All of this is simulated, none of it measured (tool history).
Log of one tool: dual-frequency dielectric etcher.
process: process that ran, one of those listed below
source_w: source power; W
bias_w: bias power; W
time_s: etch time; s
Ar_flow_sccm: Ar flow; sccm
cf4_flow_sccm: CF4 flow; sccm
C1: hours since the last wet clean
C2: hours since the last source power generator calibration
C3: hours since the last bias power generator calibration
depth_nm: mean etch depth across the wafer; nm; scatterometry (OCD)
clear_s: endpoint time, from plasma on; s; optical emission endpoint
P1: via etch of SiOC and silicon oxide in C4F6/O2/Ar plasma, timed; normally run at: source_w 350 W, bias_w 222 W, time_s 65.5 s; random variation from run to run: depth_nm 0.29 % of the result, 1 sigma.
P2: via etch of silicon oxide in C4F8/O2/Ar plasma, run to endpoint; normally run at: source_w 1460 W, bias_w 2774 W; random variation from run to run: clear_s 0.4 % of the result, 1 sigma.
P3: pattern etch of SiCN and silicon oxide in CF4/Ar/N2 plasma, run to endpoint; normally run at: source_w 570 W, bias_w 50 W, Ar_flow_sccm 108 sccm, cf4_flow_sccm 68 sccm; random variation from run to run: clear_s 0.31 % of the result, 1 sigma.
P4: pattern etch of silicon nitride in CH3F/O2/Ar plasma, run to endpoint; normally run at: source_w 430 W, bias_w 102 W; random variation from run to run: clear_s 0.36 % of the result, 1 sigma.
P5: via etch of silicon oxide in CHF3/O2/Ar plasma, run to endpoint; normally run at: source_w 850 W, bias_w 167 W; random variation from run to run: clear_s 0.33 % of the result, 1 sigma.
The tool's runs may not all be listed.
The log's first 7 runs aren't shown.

run 8 hour=62.2 | process=P1 source_w=350 bias_w=222 time_s=65.5 | C1=456.6 C2=1017.2 C3=2753.4 | depth_nm=71.015
run 9 hour=69.3 | process=P3 source_w=790 bias_w=50 Ar_flow_sccm=108 cf4_flow_sccm=68 | C1=463.7 C2=1024.3 C3=2760.5 | clear_s=14.383
run 10 hour=76.6 | process=P3 source_w=570 bias_w=50 Ar_flow_sccm=108 cf4_flow_sccm=44 | C1=471 C2=1031.6 C3=2767.8 | clear_s=21.003
run 11 hour=88.2 | process=P2 source_w=1460 bias_w=3339 | C1=482.6 C2=1043.2 C3=2779.4 | clear_s=287.78
run 12 hour=95.5 | process=P1 source_w=350 bias_w=222 time_s=65.5 | C1=489.9 C2=1050.5 C3=2786.7 | depth_nm=70.932
run 13 hour=101.1 | process=P1 source_w=350 bias_w=222 time_s=65.5 | C1=495.5 C2=1056.1 C3=2792.3 | depth_nm=71.368
run 14 hour=108.6 | process=P4 source_w=430 bias_w=102 | C1=503 C2=1063.6 C3=2799.8 | clear_s=50.732
run 15 hour=115.7 | process=P4 source_w=250 bias_w=102 | C1=510.1 C2=1070.7 C3=2806.9 | clear_s=61.803
run 16 hour=123.4 | process=P1 source_w=350 bias_w=222 time_s=65.5 | C1=517.8 C2=1078.4 C3=2814.6 | depth_nm=70.986
run 17 hour=134.5 | process=P1 source_w=490 bias_w=222 time_s=65.5 | C1=528.9 C2=1089.5 C3=2825.7 | depth_nm=80.566
run 18 hour=144.5 | process=P2 source_w=1460 bias_w=2774 | C1=538.9 C2=1099.5 C3=2835.7 | clear_s=304.22
run 19 hour=151.5 | process=P1 source_w=350 bias_w=222 time_s=49.5 | C1=545.9 C2=1106.5 C3=2842.7 | depth_nm=53.46
run 20 hour=157.9 | process=P1 source_w=350 bias_w=140 time_s=43.5 | C1=552.3 C2=1112.9 C3=2849.1 | depth_nm=40.337
run 21 hour=165.2 | process=P4 source_w=430 bias_w=66 | C1=559.6 C2=1120.2 C3=2856.4 | clear_s=58.826
run 22 hour=176.2 | process=P3 source_w=570 bias_w=50 Ar_flow_sccm=108 cf4_flow_sccm=68 | C1=570.6 C2=1131.2 C3=2867.4 | clear_s=19.306
-- hour=181.3 wet clean of the chamber
run 23 hour=182.2 | process=P5 source_w=850 bias_w=214 | C1=1 C2=1137.2 C3=2873.4 | clear_s=291.31
run 24 hour=189.1 | process=P1 source_w=350 bias_w=166 time_s=65.5 | C1=7.9 C2=1144.1 C3=2880.3 | depth_nm=64.36
run 25 hour=197.4 | process=P1 source_w=350 bias_w=272 time_s=65.5 | C1=16.2 C2=1152.4 C3=2888.6 | depth_nm=76.734
run 26 hour=203.3 | process=P2 source_w=2020 bias_w=2774 | C1=22.1 C2=1158.3 C3=2894.5 | clear_s=267.07
run 27 hour=214.8 | process=P1 source_w=260 bias_w=222 time_s=65.5 | C1=33.6 C2=1169.8 C3=2906 | depth_nm=63.27
run 28 hour=221.9 | process=P3 source_w=570 bias_w=60 Ar_flow_sccm=108 cf4_flow_sccm=68 | C1=40.7 C2=1176.9 C3=2913.1 | clear_s=18.236

The next listed run, before its measurement:
run 29 hour=232.2 | process=P1 source_w=350 bias_w=222 time_s=65.5 | C1=51 C2=1187.2 C3=2923.4 | depth_nm=?

Run 29 gave depth_nm 70.728 nm.
